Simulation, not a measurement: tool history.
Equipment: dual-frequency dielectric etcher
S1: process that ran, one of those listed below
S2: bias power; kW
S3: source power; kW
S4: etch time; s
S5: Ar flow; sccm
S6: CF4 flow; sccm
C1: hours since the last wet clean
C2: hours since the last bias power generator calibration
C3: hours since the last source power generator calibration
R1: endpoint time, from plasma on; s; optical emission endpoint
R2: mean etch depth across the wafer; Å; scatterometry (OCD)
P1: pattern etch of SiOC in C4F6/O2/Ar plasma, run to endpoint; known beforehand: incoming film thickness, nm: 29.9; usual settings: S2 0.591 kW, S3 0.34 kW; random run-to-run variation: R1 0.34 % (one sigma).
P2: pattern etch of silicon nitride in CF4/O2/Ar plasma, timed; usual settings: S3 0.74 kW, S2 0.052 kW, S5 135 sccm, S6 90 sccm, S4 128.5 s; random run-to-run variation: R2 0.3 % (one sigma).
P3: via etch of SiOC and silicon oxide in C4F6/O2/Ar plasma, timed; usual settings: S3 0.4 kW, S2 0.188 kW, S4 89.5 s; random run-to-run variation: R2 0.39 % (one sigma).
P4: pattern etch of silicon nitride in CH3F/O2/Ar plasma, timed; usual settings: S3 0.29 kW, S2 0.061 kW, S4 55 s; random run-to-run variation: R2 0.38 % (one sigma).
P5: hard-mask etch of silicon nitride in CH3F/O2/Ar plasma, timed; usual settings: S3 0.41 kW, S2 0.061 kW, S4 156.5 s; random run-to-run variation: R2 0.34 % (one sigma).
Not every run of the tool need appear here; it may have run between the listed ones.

run   hour  S1     S2    S3     S4   S5  S6     C1      C2      C3      R1      R2
  1    5.1  P1  0.591  0.34                   59.9  1423.5  1637.5  10.283
  2    9.6  P5  0.061  0.41    102            64.4    1428    1642          681.62
  3   15.5  P3  0.188  0.57   89.5            70.3  1433.9  1647.9          1172.6
  4     20  P1  0.471  0.34                   74.8  1438.4  1652.4  11.141
  5   25.1  P2  0.072  0.74  128.5  135  90   79.9  1443.5  1657.5          3741.2
      28.9  -- source power generator calibrated
  6   30.8  P1  0.798  0.23                   85.6  1449.2     1.9  10.529
  7   36.6  P4  0.061  0.29     55            91.4    1455     7.7          321.17
  8   40.5  P1  0.591  0.34                   95.3  1458.9    11.6  10.309
  9   44.3  P1  0.762  0.34                   99.1  1462.7    15.4  9.2905
 10   49.2  P1  0.435  0.22                    104  1467.6    20.3   13.46
 11   55.7  P5  0.061  0.41  156.5           110.5  1474.1    26.8          1049.4
      59.2  -- bias power generator calibrated
 12   61.9  P4  0.061  0.29     55           116.7     2.8      33          321.92
 13   67.8  P1  0.591  0.34                  122.6     8.7    38.9  10.272
 14   73.8  P1  0.591  0.34                  128.6    14.7    44.9  10.305
 15   80.2  P1  0.591  0.34                    135    21.1    51.3   10.26
 16   86.9  P3  0.188   0.4    112           141.7    27.8      58          1275.5
 17   90.8  P2  0.052  0.74  128.5  100  90  145.6    31.7    61.9          3429.7
 18   96.6  P4  0.061  0.29     69           151.4    37.5    67.7          400.16
 19    100  P1  0.591  0.45                  154.8    40.9    71.1  9.2804
 20  105.1  P2  0.052     1  128.5  135  90  159.9      46    76.2          4261.3
 21  110.5  P2  0.052  0.74  128.5  135  90  165.3    51.4    81.6          3271.6
 22    116  P5  0.048  0.41  156.5           170.8    56.9    87.1          970.02
 23  119.9  P4  0.061  0.39     55           174.7    60.8      91          359.32
 24    124  P4  0.083  0.29     55           178.8    64.9    95.1          360.82
 25  128.2  P1  0.591  0.25                    183    69.1    99.3  11.542
 26  134.6  P1  0.591  0.34                  189.4    75.5   105.7  10.259
 27  137.9  P3  0.251   0.4   89.5           192.7    78.8     109          1121.5
 28  144.2  P5  0.061  0.54  156.5             199    85.1   115.3            1160
 29  150.2  P3  0.188   0.4   89.5             205    91.1   121.3          1015.6
 30  156.5  P2  0.052  0.74  128.5  135  68  211.3    97.4   127.6          3135.3
 31  160.1  P5  0.061  0.41  156.5           214.9     101   131.2          1051.5
 32  163.9  P2  0.052  0.74  128.5  135  90  218.7   104.8     135            3269
 33  168.7  P2  0.052  0.74   87.5  135  90  223.5   109.6   139.8          2240.9
 34  173.8  P1  0.591  0.34                  228.6   114.7   144.9  10.209
 35  180.1  P1  0.591  0.34                  234.9     121   151.2  10.322
 36  183.1  P1  0.591  0.34                  237.9     124   154.2  10.461
     183.7  -- wet clean of the chamber
 37  188.6  P1  0.591  0.34                    4.9   129.5   159.7  10.415
 38  191.6  P1  0.591  0.34                    7.9   132.5   162.7  10.457
 39  195.4  P1  0.591  0.34                   11.7   136.3   166.5  10.502
 40  199.1  P1  0.591  0.34                   15.4     140   170.2  10.398

P1 no longer gives what it gave before; its output has crept away from where it was. The following 2 causes, each at its listed size, fit the log equally well:
A: source power that arrives under what is set, % = 4.53
B: bias power that arrives under what is set, % = 4.31
At approximately hour 173.8, the process output began to creep.
Excluded causes, each with its reason:
chamber walls in a state that lowers the etch rate, %: serviced at hour 183.7, after the change had begun; the process did not return to its earlier output

4 check runs are offered, one wafer each, their results left as question marks. Which one tells the causes apart?
check 1  202.8  P3  0.188   0.4   89.5                            ?
check 2  202.8  P2  0.052  0.74  128.5  135  90                   ?
check 3  202.8  P4  0.061  0.29     55                            ?
check 4  202.8  P5  0.061  0.41  156.5                            ?

If the cause were each of the candidates in turn, the checks would give the following:
  check  result    if A    if B
check 1      R2  1003.2  1006.8
check 2      R2  3151.3  3225.1
check 3      R2  316.19  317.08
check 4      R2  1028.6  1032.1
Per-check spread between the two closest causes, in the result where they differ most: check 1 0.37 %; check 2 2.32 %; check 3 0.28 %; check 4 0.33 %
Only in check 2 would the causes give clearly different results; in the remaining checks their results would be nearly the same.

Here is what check 2 returned: R2 3231.9 Å. Which cause is it?

B is the cause: bias power that arrives under what is set, %.
